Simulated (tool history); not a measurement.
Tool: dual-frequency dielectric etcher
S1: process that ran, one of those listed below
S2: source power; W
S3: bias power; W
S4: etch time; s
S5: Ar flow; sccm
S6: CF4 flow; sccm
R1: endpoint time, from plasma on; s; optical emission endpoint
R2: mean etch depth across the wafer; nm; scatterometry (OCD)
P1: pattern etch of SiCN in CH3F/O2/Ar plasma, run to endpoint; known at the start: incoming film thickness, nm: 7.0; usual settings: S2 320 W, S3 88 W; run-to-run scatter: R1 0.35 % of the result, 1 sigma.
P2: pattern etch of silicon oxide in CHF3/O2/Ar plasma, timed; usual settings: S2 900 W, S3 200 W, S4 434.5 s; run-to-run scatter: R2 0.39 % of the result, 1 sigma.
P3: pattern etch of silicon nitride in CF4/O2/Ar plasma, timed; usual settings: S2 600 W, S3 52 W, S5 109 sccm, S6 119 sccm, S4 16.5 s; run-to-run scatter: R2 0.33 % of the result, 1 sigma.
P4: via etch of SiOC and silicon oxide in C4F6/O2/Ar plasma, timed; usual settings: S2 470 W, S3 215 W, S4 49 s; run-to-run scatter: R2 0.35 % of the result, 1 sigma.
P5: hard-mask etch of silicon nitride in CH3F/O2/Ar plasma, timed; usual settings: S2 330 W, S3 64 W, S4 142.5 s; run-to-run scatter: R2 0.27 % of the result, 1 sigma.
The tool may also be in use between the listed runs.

run,hour,S1,S2,S3,S4,S5,S6,R1,R2
1,7.8,P1,320,88,,,,19.089,
2,16.5,P4,470,278,49,,,,67.092
3,28.4,P2,1180,200,434.5,,,,1176
4,42,P5,330,37,142.5,,,,73.68
5,50.4,P3,600,33,16.5,109,119,,32.153
6,61.2,P4,660,215,49,,,,69.79
7,72.9,P3,600,52,16.5,109,119,,37.819
8,85.2,P5,330,64,177,,,,108.39
9,97.5,P1,190,88,,,,23.231,
10,105.6,P1,320,88,,,,19.078,
11,119.1,P3,480,52,16.5,109,119,,30.969
12,131.1,P3,600,52,16.5,72,119,,39.432
13,142.5,P5,460,64,142.5,,,,99.417
14,148.6,P4,470,215,32,,,,39.989
15,159.4,P2,900,200,636,,,,1546.9
16,170.8,P1,410,115,,,,15.835,
17,184.5,P4,470,215,49,,,,61.004
18,193.8,P5,330,64,142.5,,,,87.261
19,200.7,P2,900,200,434.5,,,,1053.1
20,212.1,P1,320,88,,,,19.182,
21,220.2,P1,320,88,,,,19.149,
22,232.2,P1,320,88,,,,19.165,
# hour 234: wet clean of the chamber
23,242.9,P1,390,88,,,,17.701,
24,252.7,P2,900,131,434.5,,,,919.73
25,265.7,P1,320,70,,,,20.765,
26,272.5,P1,320,88,,,,19.107,
27,282.1,P4,470,215,49,,,,60.684
28,289.4,P3,600,52,16.5,109,143,,38.616
29,297.8,P3,600,52,22.5,109,119,,51.382
30,311.4,P1,320,112,,,,17.456,
31,324.1,P1,320,88,,,,19.034,
32,337.7,P5,330,64,142.5,,,,87.347

The next listed run, before its measurement:
33,347.5,P1,320,88,,,,?,

R1: 19.108 s

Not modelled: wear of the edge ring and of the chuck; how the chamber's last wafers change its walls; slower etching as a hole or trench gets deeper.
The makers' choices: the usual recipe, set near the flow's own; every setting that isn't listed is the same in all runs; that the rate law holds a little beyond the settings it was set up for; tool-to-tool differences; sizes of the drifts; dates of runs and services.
